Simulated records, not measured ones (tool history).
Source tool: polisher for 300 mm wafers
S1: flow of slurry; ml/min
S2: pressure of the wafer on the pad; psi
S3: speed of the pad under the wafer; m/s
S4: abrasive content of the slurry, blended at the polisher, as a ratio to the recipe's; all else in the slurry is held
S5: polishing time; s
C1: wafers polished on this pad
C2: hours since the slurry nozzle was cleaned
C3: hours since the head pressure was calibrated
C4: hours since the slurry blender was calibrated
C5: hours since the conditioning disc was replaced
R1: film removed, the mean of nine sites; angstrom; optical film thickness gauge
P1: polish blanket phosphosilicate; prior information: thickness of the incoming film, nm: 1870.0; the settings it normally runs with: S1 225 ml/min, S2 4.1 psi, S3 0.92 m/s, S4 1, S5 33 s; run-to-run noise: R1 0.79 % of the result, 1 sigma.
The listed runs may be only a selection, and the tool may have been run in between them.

run 1 hour=9 | S1=225 S2=4.1 S3=0.92 S4=1 S5=33 | C1=422 C2=300.6 C3=651.7 C4=109 C5=57.3 | R1=3328.4
run 2 hour=22.2 | S1=225 S2=4.1 S3=0.92 S4=1 S5=33 | C1=539 C2=313.8 C3=664.9 C4=122.2 C5=70.5 | R1=3333.1
run 3 hour=31.8 | S1=225 S2=4.1 S3=0.92 S4=1 S5=43 | C1=623 C2=323.4 C3=674.5 C4=131.8 C5=80.1 | R1=4421
run 4 hour=40.1 | S1=225 S2=4.1 S3=0.92 S4=0.5 S5=33 | C1=697 C2=331.7 C3=682.8 C4=140.1 C5=88.4 | R1=2285.4
run 5 hour=46.5 | S1=225 S2=4.1 S3=0.92 S4=1 S5=33 | C1=754 C2=338.1 C3=689.2 C4=146.5 C5=94.8 | R1=3310.3
-- hour=58.1 head pressure recalibrated
run 6 hour=60.4 | S1=225 S2=4.1 S3=0.44 S4=1 S5=33 | C1=877 C2=352 C3=2.3 C4=160.4 C5=108.7 | R1=1855.4
run 7 hour=71.4 | S1=355 S2=4.1 S3=0.92 S4=1 S5=33 | C1=974 C2=363 C3=13.3 C4=171.4 C5=119.7 | R1=3482.2
run 8 hour=81.6 | S1=225 S2=4.1 S3=0.92 S4=1 S5=33 | C1=1064 C2=373.2 C3=23.5 C4=181.6 C5=129.9 | R1=3305.8
run 9 hour=94.8 | S1=225 S2=4.1 S3=0.92 S4=1.35 S5=33 | C1=1181 C2=386.4 C3=36.7 C4=194.8 C5=143.1 | R1=3756.2
run 10 hour=108.8 | S1=225 S2=2.4 S3=0.92 S4=1 S5=24 | C1=1305 C2=400.4 C3=50.7 C4=208.8 C5=157.1 | R1=1418.5
run 11 hour=122.4 | S1=225 S2=4.1 S3=0.92 S4=1 S5=33 | C1=1425 C2=414 C3=64.3 C4=222.4 C5=170.7 | R1=3365.1
run 12 hour=131 | S1=140 S2=4.1 S3=0.92 S4=1 S5=44 | C1=1501 C2=422.6 C3=72.9 C4=231 C5=179.3 | R1=4176.9
run 13 hour=143.4 | S1=225 S2=4.1 S3=0.6 S4=0.55 S5=33 | C1=1611 C2=435 C3=85.3 C4=243.4 C5=191.7 | R1=1730.5
run 14 hour=156.4 | S1=225 S2=4.1 S3=1.42 S4=1 S5=33 | C1=1726 C2=448 C3=98.3 C4=256.4 C5=204.7 | R1=4720.3
run 15 hour=166.7 | S1=225 S2=2.9 S3=0.92 S4=1 S5=33 | C1=1817 C2=458.3 C3=108.6 C4=266.7 C5=215 | R1=2340.5
run 16 hour=175.3 | S1=225 S2=5.7 S3=0.92 S4=1 S5=33 | C1=1893 C2=466.9 C3=117.2 C4=275.3 C5=223.6 | R1=4667.2
run 17 hour=182.2 | S1=225 S2=4.1 S3=0.92 S4=1 S5=24 | C1=1955 C2=473.8 C3=124.1 C4=282.2 C5=230.5 | R1=2442.8
run 18 hour=191.7 | S1=135 S2=4.1 S3=0.92 S4=1 S5=33 | C1=2039 C2=483.3 C3=133.6 C4=291.7 C5=240 | R1=3082.9
run 19 hour=198.8 | S1=225 S2=4.1 S3=0.92 S4=1 S5=33 | C1=2101 C2=490.4 C3=140.7 C4=298.8 C5=247.1 | R1=3350.7
run 20 hour=210.8 | S1=225 S2=4.1 S3=0.92 S4=1 S5=33 | C1=2208 C2=502.4 C3=152.7 C4=310.8 C5=259.1 | R1=3218
run 21 hour=219.3 | S1=225 S2=4.1 S3=0.92 S4=1 S5=33 | C1=2283 C2=510.9 C3=161.2 C4=319.3 C5=267.6 | R1=3167.7
-- hour=223.3 slurry nozzle cleaned
-- hour=224.8 worn pad replaced by a new one
run 22 hour=225.9 | S1=225 S2=4.1 S3=0.92 S4=1 S5=33 | C1=10 C2=2.7 C3=167.8 C4=325.9 C5=274.2 | R1=3112.5
run 23 hour=236 | S1=225 S2=4.1 S3=0.92 S4=1 S5=33 | C1=99 C2=12.8 C3=177.9 C4=336 C5=284.3 | R1=3063.8
-- hour=240.5 conditioning disc replaced and pad reconditioned
run 24 hour=247.1 | S1=225 S2=4.1 S3=0.92 S4=1 S5=33 | C1=198 C2=23.9 C3=189 C4=347.1 C5=6.7 | R1=3080.5
run 25 hour=259.8 | S1=225 S2=4.1 S3=0.92 S4=1 S5=33 | C1=310 C2=36.6 C3=201.7 C4=359.8 C5=19.4 | R1=3063.5

What P1 gives has crept off from where it sat before. The 2 causes that follow fit the log equally well, each at the size noted:
A: abrasive missing from the slurry, % = 16.2
B: head's pressure below its setpoint, % = 8.08
Onset of the creep was near hour 198.8.
What rules out each remaining cause:
removal rate lost through wear of the pad, %: serviced at hour 224.8, after the drift had started, without restoring the earlier output
slurry flow missing at the pad, %: serviced at hour 223.3, after the drift had started, without restoring the earlier output
time polished since the conditioner stopped cutting, s: serviced at hour 240.5, after the drift had started, without restoring the earlier output

4 check runs are offered, each on 5 wafers whose results are averaged, their results left as question marks. Which one tells the causes apart?
run check 1 hour=272.5 | S1=305 S2=4.1 S3=0.92 S4=1 S5=33 | R1=?
run check 2 hour=272.5 | S1=225 S2=4.1 S3=0.92 S4=0.55 S5=33 | R1=?
run check 3 hour=272.5 | S1=225 S2=5.3 S3=0.48 S4=1 S5=33 | R1=?
run check 4 hour=272.5 | S1=225 S2=4.1 S3=1.42 S4=1 S5=33 | R1=?

How each check would come out, cause by cause:
check=check_1 result=R1 if_A=3164.8 if_B=3164.7
check=check_2 result=R1 if_A=2178.6 if_B=2235.8
check=check_3 result=R1 if_A=2356.3 if_B=2356.2
check=check_4 result=R1 if_A=4340.8 if_B=4340.7
Gap, in per cent, between the two causes that each check separates least, read from the result that separates them most: check 1 0 %; check 2 2.59 %; check 3 0 %; check 4 0 %
The causes can be told apart only by check 2. The other checks would give nearly the same results under each of them.

Check 2 was carried out, with these results: R1 2231.7 angstrom. Which of the listed causes is responsible?

B is the cause: head's pressure below its setpoint, %.

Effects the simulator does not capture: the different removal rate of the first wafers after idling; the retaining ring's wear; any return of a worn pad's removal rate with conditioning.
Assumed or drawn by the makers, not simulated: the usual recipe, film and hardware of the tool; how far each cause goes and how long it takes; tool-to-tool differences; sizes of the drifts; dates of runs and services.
